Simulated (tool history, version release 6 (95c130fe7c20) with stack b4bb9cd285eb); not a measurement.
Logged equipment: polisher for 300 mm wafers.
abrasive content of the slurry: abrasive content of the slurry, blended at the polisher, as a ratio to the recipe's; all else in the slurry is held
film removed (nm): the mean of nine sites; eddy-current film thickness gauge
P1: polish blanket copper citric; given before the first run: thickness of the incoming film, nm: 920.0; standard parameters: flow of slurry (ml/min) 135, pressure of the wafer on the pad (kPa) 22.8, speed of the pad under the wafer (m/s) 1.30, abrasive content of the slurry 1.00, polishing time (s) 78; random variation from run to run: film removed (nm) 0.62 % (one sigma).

run   hour  flow of slurry (ml/min)  pressure of the wafer on the pad (kPa)  speed of the pad under the wafer (m/s)  abrasive content of the slurry  polishing time (s)  wafers polished on this pad  hours since the slurry nozzle was cleaned  hours since the head pressure was calibrated  hours since the slurry blender was calibrated  film removed (nm)
  1    8.4                      135                                    22.8                                    1.30                            1.00                  78                          510                                      201.2                                         580.1                                          123.1             272.71
  2   19.1                      135                                    22.8                                    1.30                            1.00                  51                          637                                      211.9                                         590.8                                          133.8             179.29
  3   24.3                       80                                    22.8                                    1.30                            1.00                  78                          698                                      217.1                                         596.0                                          139.0             241.32
  4   29.9                      135                                    22.8                                    1.30                            0.75                  78                          765                                      222.7                                         601.6                                          144.6             254.40
  5   40.8                      135                                    22.8                                    1.30                            1.00                  78                          894                                      233.6                                         612.5                                          155.5             272.93
  6   50.3                      200                                    16.5                                    1.30                            1.00                  78                         1007                                      243.1                                         622.0                                          165.0             211.89
  7   56.6                      135                                    22.8                                    1.30                            1.00                  78                         1082                                      249.4                                         628.3                                          171.3             275.03
      62.6  -- slurry blender recalibrated
  8   63.0                      135                                    22.8                                    1.72                            1.00                  78                         1158                                      255.8                                         634.7                                            0.5             359.55
  9   72.3                      135                                    22.8                                    1.30                            1.00                  78                         1268                                      265.1                                         644.0                                            9.8             272.62
 10   79.1                      135                                    22.8                                    0.84                            1.00                 100                         1349                                      271.9                                         650.8                                           16.6             226.86
 11   85.6                      135                                    22.8                                    1.30                            1.35                  78                         1426                                      278.4                                         657.3                                           23.1             291.30
 12   95.6                      135                                    33.1                                    1.30                            1.00                  78                         1545                                      288.4                                         667.3                                           33.1             393.55
 13  100.7                      135                                    22.8                                    0.82                            1.00                  78                         1606                                      293.5                                         672.4                                           38.2             173.65
 14  111.3                      135                                    22.8                                    1.30                            1.00                  78                         1731                                      304.1                                         683.0                                           48.8             271.69
 15  118.7                      185                                    22.8                                    1.30                            1.00                  78                         1819                                      311.5                                         690.4                                           56.2             287.90
 16  128.2                      135                                    22.8                                    1.30                            1.00                 109                         1932                                      321.0                                         699.9                                           65.7             377.61
 17  137.5                      135                                    11.0                                    1.30                            1.00                  78                         2043                                      330.3                                         709.2                                           75.0             133.97
 18  144.1                      135                                    22.8                                    1.30                            1.00                  78                         2121                                      336.9                                         715.8                                           81.6             273.97
 19  149.4                      135                                    22.8                                    1.30                            1.00                  78                         2184                                      342.2                                         721.1                                           86.9             272.52
 20  156.5                      135                                    22.8                                    1.30                            1.00                  78                         2268                                      349.3                                         728.2                                           94.0             264.69
 21  162.8                      135                                    22.8                                    1.30                            1.00                  78                         2343                                      355.6                                         734.5                                          100.3             259.46
 22  173.5                      135                                    22.8                                    1.30                            1.00                  78                         2470                                      366.3                                         745.2                                          111.0             255.04
 23  182.1                      135                                    22.8                                    1.30                            1.00                  78                         2572                                      374.9                                         753.8                                          119.6             254.44
 24  188.6                      135                                    22.8                                    1.30                            1.00                  78                         2649                                      381.4                                         760.3                                          126.1             250.84
     188.8  -- slurry blender recalibrated
     193.8  -- head pressure recalibrated
 25  196.2                      135                                    22.8                                    1.30                            1.00                  78                         2740                                      389.0                                           2.5                                            7.4             250.54
 26  206.0                      135                                    22.8                                    1.30                            1.00                  78                         2856                                      398.8                                          12.3                                           17.2             250.09
 27  211.9                      135                                    22.8                                    1.30                            1.00                  78                         2926                                      404.7                                          18.2                                           23.1             250.58
 28  222.8                      135                                    22.8                                    1.30                            1.00                  78                         3056                                      415.6                                          29.1                                           34.0             247.79

Compared with where it was, what P1 gives has crept away. Each cause listed below fits the log as well as the rest, at the size given for it:
A: slurry flow missing at the pad, % = 34.8
B: removal rate lost through wear of the pad, % = 9.39
The gradual shift began around hour 149.4.
What rules out each remaining cause:
head's pressure below its setpoint, %: serviced at hour 193.8, after the drift had started, without restoring the earlier output
abrasive missing from the slurry, %: serviced at hour 188.8, after the drift had started, without restoring the earlier output

Of the 4 check runs below, each run on 2 wafers with the results averaged and each result still a question mark, which one would tell the listed causes apart?
check 1  233.7                      135                                    12.4                                    1.30                            1.00                  78                                                                                                                                                                                       ?
check 2  233.7                      135                                    22.8                                    1.62                            0.80                  78                                                                                                                                                                                       ?
check 3  233.7                       95                                    22.8                                    0.88                            1.00                  78                                                                                                                                                                                       ?
check 4  233.7                      135                                    17.2                                    1.30                            1.00                  78                                                                                                                                                                                       ?

How each check would come out, cause by cause:
  check             result    if A    if B
check 1  film removed (nm)  137.04  137.06
check 2  film removed (nm)  293.51  293.56
check 3  film removed (nm)  150.92  156.35
check 4  film removed (nm)  188.70  188.73
How far apart the two closest causes lie, in the result that separates them most: check 1 0.02 %; check 2 0.02 %; check 3 3.54 %; check 4 0.02 %
The other checks would show nearly matching results whichever cause is true, so check 3 is the only one that separates the causes.

Check 3 was then run and gave: film removed (nm) 156.16. Which cause is it?

B is the cause: removal rate lost through wear of the pad, %.
